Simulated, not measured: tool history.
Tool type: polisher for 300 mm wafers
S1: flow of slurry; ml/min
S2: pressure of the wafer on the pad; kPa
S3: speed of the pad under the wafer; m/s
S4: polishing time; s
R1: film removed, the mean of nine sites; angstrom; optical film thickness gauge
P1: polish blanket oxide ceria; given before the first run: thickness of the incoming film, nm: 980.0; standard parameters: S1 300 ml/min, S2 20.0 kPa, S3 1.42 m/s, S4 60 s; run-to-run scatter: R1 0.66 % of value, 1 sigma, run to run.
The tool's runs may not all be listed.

run 1 day=0.258 | S1=300 S2=20.0 S3=1.42 S4=60 | R1=2996.1
run 2 day=0.625 | S1=300 S2=20.0 S3=0.74 S4=60 | R1=1554.9
run 3 day=0.933 | S1=435 S2=20.0 S3=1.42 S4=60 | R1=3086.0
run 4 day=1.162 | S1=300 S2=20.0 S3=1.42 S4=82 | R1=4103.7
run 5 day=1.617 | S1=300 S2=20.0 S3=1.42 S4=60 | R1=2971.0
run 6 day=1.854 | S1=180 S2=20.0 S3=1.42 S4=60 | R1=2777.3
run 7 day=2.225 | S1=300 S2=9.0 S3=1.42 S4=60 | R1=1334.7
run 8 day=2.475 | S1=300 S2=20.0 S3=2.10 S4=60 | R1=4377.9
run 9 day=2.729 | S1=300 S2=13.1 S3=2.12 S4=60 | R1=2909.2
run 10 day=3.038 | S1=300 S2=11.7 S3=2.16 S4=60 | R1=2679.9
run 11 day=3.446 | S1=300 S2=20.0 S3=1.42 S4=60 | R1=2964.7
run 12 day=3.750 | S1=300 S2=20.0 S3=1.42 S4=60 | R1=2993.2
run 13 day=3.946 | S1=300 S2=20.0 S3=1.42 S4=60 | R1=2990.3
run 14 day=4.238 | S1=425 S2=20.0 S3=2.02 S4=60 | R1=4318.8
run 15 day=4.608 | S1=300 S2=29.6 S3=1.42 S4=60 | R1=4421.3
run 16 day=5.004 | S1=300 S2=20.0 S3=1.42 S4=27 | R1=1336.7
run 17 day=5.412 | S1=300 S2=20.0 S3=1.42 S4=60 | R1=2990.8
run 18 day=5.858 | S1=300 S2=20.0 S3=1.42 S4=60 | R1=2910.1
run 19 day=6.267 | S1=300 S2=20.0 S3=1.42 S4=60 | R1=2897.1
run 20 day=6.588 | S1=300 S2=20.0 S3=1.42 S4=60 | R1=2848.1
run 21 day=6.933 | S1=300 S2=20.0 S3=1.42 S4=60 | R1=2879.9
run 22 day=7.204 | S1=300 S2=20.0 S3=1.42 S4=60 | R1=2863.6
run 23 day=7.588 | S1=300 S2=20.0 S3=1.42 S4=60 | R1=2856.4
-- day=7.696 head pressure recalibrated
run 24 day=8.029 | S1=300 S2=20.0 S3=1.42 S4=60 | R1=2865.8
run 25 day=8.321 | S1=300 S2=20.0 S3=1.42 S4=60 | R1=2879.3
run 26 day=8.608 | S1=300 S2=20.0 S3=1.42 S4=60 | R1=2896.9
run 27 day=8.892 | S1=300 S2=20.0 S3=1.42 S4=60 | R1=2873.8

P1 no longer gives what it gave before; its output has crept away from where it was. The following 2 causes, each at its listed size, fit the log equally well:
A: removal rate lost through wear of the pad, % = 3.88
B: slurry flow missing at the pad, % = 31
Onset of the creep was near day 5.412.
Why every other cause is out:
head's pressure below its setpoint, %: serviced at day 7.696, which brought nothing back

Consider the 4 check runs below, whose results appear as question marks and each of which averages 5 wafers. Which one distinguishes the causes, in that each cause would give it a clearly different result?
run check 1 day=9.175 | S1=180 S2=12.4 S3=1.42 S4=60 | R1=?
run check 2 day=9.175 | S1=300 S2=10.3 S3=1.42 S4=41 | R1=?
run check 3 day=9.175 | S1=300 S2=29.0 S3=1.42 S4=33 | R1=?
run check 4 day=9.175 | S1=300 S2=28.3 S3=2.00 S4=60 | R1=?

If the cause were each of the candidates in turn, the checks would give the following:
check=check_1 result=R1 if_A=1677.7 if_B=1637.4
check=check_2 result=R1 if_A=1012.9 if_B=1012.9
check=check_3 result=R1 if_A=2282.7 if_B=2282.7
check=check_4 result=R1 if_A=5706.3 if_B=5706.3
Separation of the two closest causes in each check, using whichever result separates them best: check 1 2.43 %; check 2 0 %; check 3 0 %; check 4 0 %
Check 1 tells the causes apart: in the others they would give nearly the same result.

The results of check 1 are: R1 1686.3 angstrom. Based on these, which of the listed causes is it?

The cause is A: removal rate lost through wear of the pad, %.
